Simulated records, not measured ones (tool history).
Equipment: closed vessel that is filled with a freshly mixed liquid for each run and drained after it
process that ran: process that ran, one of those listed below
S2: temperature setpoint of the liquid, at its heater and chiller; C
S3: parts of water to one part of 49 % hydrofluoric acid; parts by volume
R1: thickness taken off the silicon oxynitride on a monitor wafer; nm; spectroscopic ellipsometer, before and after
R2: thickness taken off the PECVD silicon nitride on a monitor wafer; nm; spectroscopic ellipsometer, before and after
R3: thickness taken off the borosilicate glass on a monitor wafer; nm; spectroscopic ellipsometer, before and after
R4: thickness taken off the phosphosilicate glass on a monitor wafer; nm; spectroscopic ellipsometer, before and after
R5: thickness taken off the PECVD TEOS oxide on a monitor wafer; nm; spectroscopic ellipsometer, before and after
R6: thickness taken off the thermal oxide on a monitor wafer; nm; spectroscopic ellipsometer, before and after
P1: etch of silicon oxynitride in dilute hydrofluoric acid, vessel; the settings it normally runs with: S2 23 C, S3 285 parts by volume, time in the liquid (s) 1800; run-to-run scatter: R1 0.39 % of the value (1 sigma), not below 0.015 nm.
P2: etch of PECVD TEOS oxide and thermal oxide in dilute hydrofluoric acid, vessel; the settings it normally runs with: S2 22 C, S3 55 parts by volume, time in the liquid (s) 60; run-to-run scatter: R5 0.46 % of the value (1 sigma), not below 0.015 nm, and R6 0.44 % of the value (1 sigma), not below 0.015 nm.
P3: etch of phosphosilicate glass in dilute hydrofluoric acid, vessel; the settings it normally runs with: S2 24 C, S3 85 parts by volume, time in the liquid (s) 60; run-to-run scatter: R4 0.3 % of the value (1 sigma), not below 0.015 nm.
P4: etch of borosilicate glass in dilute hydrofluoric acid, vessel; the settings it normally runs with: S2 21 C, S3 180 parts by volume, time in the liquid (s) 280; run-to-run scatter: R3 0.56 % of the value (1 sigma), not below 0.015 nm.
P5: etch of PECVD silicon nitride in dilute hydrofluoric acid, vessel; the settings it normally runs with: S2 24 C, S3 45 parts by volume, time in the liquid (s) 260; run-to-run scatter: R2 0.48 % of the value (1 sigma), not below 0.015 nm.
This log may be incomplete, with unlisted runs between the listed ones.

run 1 hour=9.3 | process_that_ran=P1 S2=23 S3=285 time_in_the_liquid_(s)=1800 | R1=20.192
run 2 hour=18.0 | process_that_ran=P1 S2=17 S3=135 time_in_the_liquid_(s)=1800 | R1=35.429
run 3 hour=27.5 | process_that_ran=P1 S2=23 S3=285 time_in_the_liquid_(s)=1800 | R1=20.341
run 4 hour=40.7 | process_that_ran=P5 S2=24 S3=45 time_in_the_liquid_(s)=65 | R2=4.4475
run 5 hour=48.6 | process_that_ran=P1 S2=27 S3=285 time_in_the_liquid_(s)=1800 | R1=24.017
run 6 hour=57.7 | process_that_ran=P1 S2=23 S3=285 time_in_the_liquid_(s)=1800 | R1=20.355
run 7 hour=70.3 | process_that_ran=P1 S2=17 S3=285 time_in_the_liquid_(s)=1800 | R1=15.590
run 8 hour=83.1 | process_that_ran=P4 S2=21 S3=180 time_in_the_liquid_(s)=280 | R3=45.813
run 9 hour=97.3 | process_that_ran=P1 S2=23 S3=180 time_in_the_liquid_(s)=1800 | R1=34.548
run 10 hour=112.3 | process_that_ran=P3 S2=17 S3=85 time_in_the_liquid_(s)=60 | R4=59.024
run 11 hour=128.1 | process_that_ran=P1 S2=23 S3=285 time_in_the_liquid_(s)=2850 | R1=32.280
run 12 hour=137.0 | process_that_ran=P1 S2=23 S3=285 time_in_the_liquid_(s)=1800 | R1=20.414
run 13 hour=146.1 | process_that_ran=P2 S2=22 S3=55 time_in_the_liquid_(s)=30 | R5=4.6004 R6=2.2941
run 14 hour=163.0 | process_that_ran=P1 S2=23 S3=285 time_in_the_liquid_(s)=1800 | R1=20.415
run 15 hour=170.8 | process_that_ran=P3 S2=24 S3=85 time_in_the_liquid_(s)=60 | R4=78.729
run 16 hour=186.3 | process_that_ran=P2 S2=22 S3=55 time_in_the_liquid_(s)=60 | R5=9.1408 R6=4.6962
run 17 hour=199.7 | process_that_ran=P4 S2=21 S3=35 time_in_the_liquid_(s)=280 | R3=279.180
run 18 hour=213.6 | process_that_ran=P3 S2=24 S3=120 time_in_the_liquid_(s)=60 | R4=53.403

Run 19, settings as shown, results not yet in. Your forecast:
run 19 hour=226.6 | process_that_ran=P5 S2=31 S3=45 time_in_the_liquid_(s)=260 | R2=?

{"run 19": {"R2": 28.366}}
